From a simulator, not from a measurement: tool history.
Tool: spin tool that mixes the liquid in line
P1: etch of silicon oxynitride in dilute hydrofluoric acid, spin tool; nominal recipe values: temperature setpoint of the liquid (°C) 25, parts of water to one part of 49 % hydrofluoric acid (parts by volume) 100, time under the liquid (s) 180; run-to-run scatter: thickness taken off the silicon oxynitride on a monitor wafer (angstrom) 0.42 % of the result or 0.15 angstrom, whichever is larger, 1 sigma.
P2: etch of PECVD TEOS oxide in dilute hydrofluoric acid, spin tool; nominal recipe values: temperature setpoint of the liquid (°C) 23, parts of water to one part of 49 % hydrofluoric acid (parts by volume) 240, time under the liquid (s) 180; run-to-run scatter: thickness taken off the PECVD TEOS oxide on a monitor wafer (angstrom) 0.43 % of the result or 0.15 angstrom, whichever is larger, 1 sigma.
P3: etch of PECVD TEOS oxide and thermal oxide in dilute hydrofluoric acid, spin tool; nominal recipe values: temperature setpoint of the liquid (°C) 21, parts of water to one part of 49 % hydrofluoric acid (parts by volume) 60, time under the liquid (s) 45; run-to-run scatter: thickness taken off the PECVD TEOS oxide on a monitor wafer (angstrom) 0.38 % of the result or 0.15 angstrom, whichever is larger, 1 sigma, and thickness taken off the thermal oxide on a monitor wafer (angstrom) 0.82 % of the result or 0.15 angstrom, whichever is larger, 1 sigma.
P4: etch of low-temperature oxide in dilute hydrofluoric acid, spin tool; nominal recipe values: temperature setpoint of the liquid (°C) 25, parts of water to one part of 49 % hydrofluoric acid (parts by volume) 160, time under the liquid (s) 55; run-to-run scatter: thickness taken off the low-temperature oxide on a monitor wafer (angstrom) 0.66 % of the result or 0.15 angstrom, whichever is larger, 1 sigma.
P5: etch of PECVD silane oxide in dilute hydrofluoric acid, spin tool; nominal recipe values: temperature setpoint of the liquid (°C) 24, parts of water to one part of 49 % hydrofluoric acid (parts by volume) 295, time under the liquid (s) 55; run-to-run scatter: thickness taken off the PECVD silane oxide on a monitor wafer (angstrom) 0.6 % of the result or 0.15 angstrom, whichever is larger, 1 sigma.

| run | hour | process that ran | temperature setpoint of the liquid (°C) | parts of water to one part of 49 % hydrofluoric acid (parts by volume) | time under the liquid (s) | hours since the thermometer was replaced | hours since the hydrofluoric acid flow meter was replaced | thickness taken off the silicon oxynitride on a monitor wafer (angstrom) | thickness taken off the PECVD silane oxide on a monitor wafer (angstrom) | thickness taken off the PECVD TEOS oxide on a monitor wafer (angstrom) | thickness taken off the thermal oxide on a monitor wafer (angstrom) | thickness taken off the low-temperature oxide on a monitor wafer (angstrom) |
|---|---|---|---|---|---|---|---|---|---|---|---|---|
| 1 | 7.7 | P1 | 25 | 100 | 180 | 403.3 | 943.5 | 51.808 |  |  |  |  |
| 2 | 17.1 | P5 | 19 | 295 | 55 | 412.7 | 952.9 |  | 42.742 |  |  |  |
| 3 | 25.4 | P3 | 21 | 60 | 45 | 421 | 961.2 |  |  | 178.54 | 31.852 |  |
| 4 | 34.4 | P5 | 24 | 295 | 55 | 430 | 970.2 |  | 50.585 |  |  |  |
| 5 | 39.9 | P5 | 24 | 295 | 30 | 435.5 | 975.7 |  | 27.997 |  |  |  |
| 6 | 46.1 | P3 | 21 | 60 | 45 | 441.7 | 981.9 |  |  | 177.42 | 31.812 |  |
| 7 | 51.7 | P1 | 25 | 100 | 180 | 447.3 | 987.5 | 51.794 |  |  |  |  |
| 8 | 57.2 | P1 | 25 | 100 | 180 | 452.8 | 993 | 51.461 |  |  |  |  |
| 9 | 66.4 | P1 | 25 | 100 | 290 | 462 | 1002.2 | 83.237 |  |  |  |  |
| 10 | 75.1 | P2 | 23 | 410 | 180 | 470.7 | 1010.9 |  |  | 35.372 |  |  |
| 11 | 84.3 | P1 | 25 | 50 | 180 | 479.9 | 1020.1 | 106.41 |  |  |  |  |
| 12 | 92.2 | P4 | 25 | 50 | 55 | 487.8 | 1028 |  |  |  |  | 150.58 |
| 13 | 99.9 | P2 | 23 | 240 | 75 | 495.5 | 1035.7 |  |  | 28.958 |  |  |
| 14 | 105.6 | P1 | 25 | 45 | 320 | 501.2 | 1041.4 | 213.72 |  |  |  |  |
| 15 | 115.9 | P1 | 25 | 100 | 180 | 511.5 | 1051.7 | 51.514 |  |  |  |  |
|  | 119.7 | thermometer replaced |
| 16 | 122 | P1 | 32.5 | 100 | 180 | 2.3 | 1057.8 | 72.428 |  |  |  |  |
| 17 | 131.6 | P2 | 23 | 240 | 180 | 11.9 | 1067.4 |  |  | 70.668 |  |  |
| 18 | 141.1 | P2 | 23 | 240 | 180 | 21.4 | 1076.9 |  |  | 70.944 |  |  |
| 19 | 151.6 | P1 | 20 | 100 | 180 | 31.9 | 1087.4 | 40.571 |  |  |  |  |
| 20 | 160.7 | P2 | 17 | 240 | 180 | 41 | 1096.5 |  |  | 55.868 |  |  |
| 21 | 169.2 | P3 | 21 | 60 | 15 | 49.5 | 1105 |  |  | 59.263 | 10.379 |  |
| 22 | 174.1 | P1 | 25 | 100 | 180 | 54.4 | 1109.9 | 51.312 |  |  |  |  |
| 23 | 179.7 | P3 | 21 | 20 | 45 | 60 | 1115.5 |  |  | 563.34 | 98.792 |  |
|  | 180.3 | hydrofluoric acid flow meter replaced |
| 24 | 185.8 | P4 | 25 | 160 | 115 | 66.1 | 5.5 |  |  |  |  | 86.977 |
| 25 | 194.3 | P3 | 27.5 | 60 | 45 | 74.6 | 14 |  |  | 230.44 | 41.049 |  |
| 26 | 202.7 | P4 | 25 | 160 | 55 | 83 | 22.4 |  |  |  |  | 40.894 |
| 27 | 207.6 | P1 | 25 | 100 | 180 | 87.9 | 27.3 | 51.12 |  |  |  |  |
| 28 | 217.6 | P1 | 18 | 45 | 180 | 97.9 | 37.3 | 84.343 |  |  |  |  |
| 29 | 224.3 | P1 | 25 | 165 | 180 | 104.6 | 44 | 29.594 |  |  |  |  |
| 30 | 233.5 | P5 | 24 | 295 | 55 | 113.8 | 53.2 |  | 51.125 |  |  |  |
| 31 | 238.4 | P1 | 25 | 100 | 85 | 118.7 | 58.1 | 24.284 |  |  |  |  |
| 32 | 243.9 | P5 | 24 | 55 | 55 | 124.2 | 63.6 |  | 358.13 |  |  |  |
| 33 | 254.2 | P4 | 17 | 160 | 55 | 134.5 | 73.9 |  |  |  |  | 30.243 |
| 34 | 264.4 | P1 | 25 | 100 | 180 | 144.7 | 84.1 | 51.606 |  |  |  |  |
| 35 | 269.3 | P1 | 25 | 100 | 180 | 149.6 | 89 | 52.64 |  |  |  |  |
| 36 | 276.2 | P1 | 25 | 100 | 180 | 156.5 | 95.9 | 54.734 |  |  |  |  |
| 37 | 284.2 | P1 | 25 | 100 | 180 | 164.5 | 103.9 | 55.751 |  |  |  |  |
| 38 | 294 | P1 | 25 | 100 | 180 | 174.3 | 113.7 | 56.712 |  |  |  |  |
| 39 | 304.3 | P1 | 25 | 100 | 180 | 184.6 | 124 | 56.969 |  |  |  |  |
| 40 | 310.2 | P1 | 25 | 100 | 180 | 190.5 | 129.9 | 56.572 |  |  |  |  |
| 41 | 315.4 | P1 | 25 | 100 | 180 | 195.7 | 135.1 | 56.879 |  |  |  |  |
| 42 | 321.3 | P1 | 25 | 100 | 180 | 201.6 | 141 | 57.172 |  |  |  |  |

The log shows P1 creeping away from where it was. Any of the 2 causes listed here, at the size stated for it, fits the log just as well as the others:
A: hydrofluoric acid flow above the setpoint (%) = 10.1
B: liquid hotter than its thermometer reads (K) = 2.25
At approximately hour 264.4, the process output began to creep.

The list below offers 4 check runs, each averaging the results of 2 wafers, and shows each result as a question mark. For which of them would the listed causes give clearly different results?
| check 1 | 327.2 | P3 | 21 | 20 | 15 |  |  |  |  | ? | ? |  |
| check 2 | 327.2 | P4 | 18 | 50 | 55 |  |  |  |  |  |  | ? |
| check 3 | 327.2 | P5 | 20 | 55 | 55 |  |  |  | ? |  |  |  |
| check 4 | 327.2 | P2 | 19 | 240 | 180 |  |  |  |  | ? |  |  |

What each check would give under each cause:
| check | result | if A | if B |
|---|---|---|---|
| check 1 | thickness taken off the PECVD TEOS oxide on a monitor wafer (angstrom) | 206.32 | 205.91 |
| check 1 | thickness taken off the thermal oxide on a monitor wafer (angstrom) | 36.721 | 36.649 |
| check 2 | thickness taken off the low-temperature oxide on a monitor wafer (angstrom) | 125.17 | 124.51 |
| check 3 | thickness taken off the PECVD silane oxide on a monitor wafer (angstrom) | 336.15 | 333.47 |
| check 4 | thickness taken off the PECVD TEOS oxide on a monitor wafer (angstrom) | 67.925 | 65.788 |
Gap, in per cent, between the two causes that each check separates least, read from the result that separates them most: check 1 0.2 %; check 2 0.53 %; check 3 0.8 %; check 4 3.2 %
Only in check 4 would the causes give clearly different results; in the remaining checks their results would be nearly the same.

Then check 4 was run and gave: thickness taken off the PECVD TEOS oxide on a monitor wafer (angstrom) 67.737. Which cause is it?

It is A: hydrofluoric acid flow above the setpoint (%).
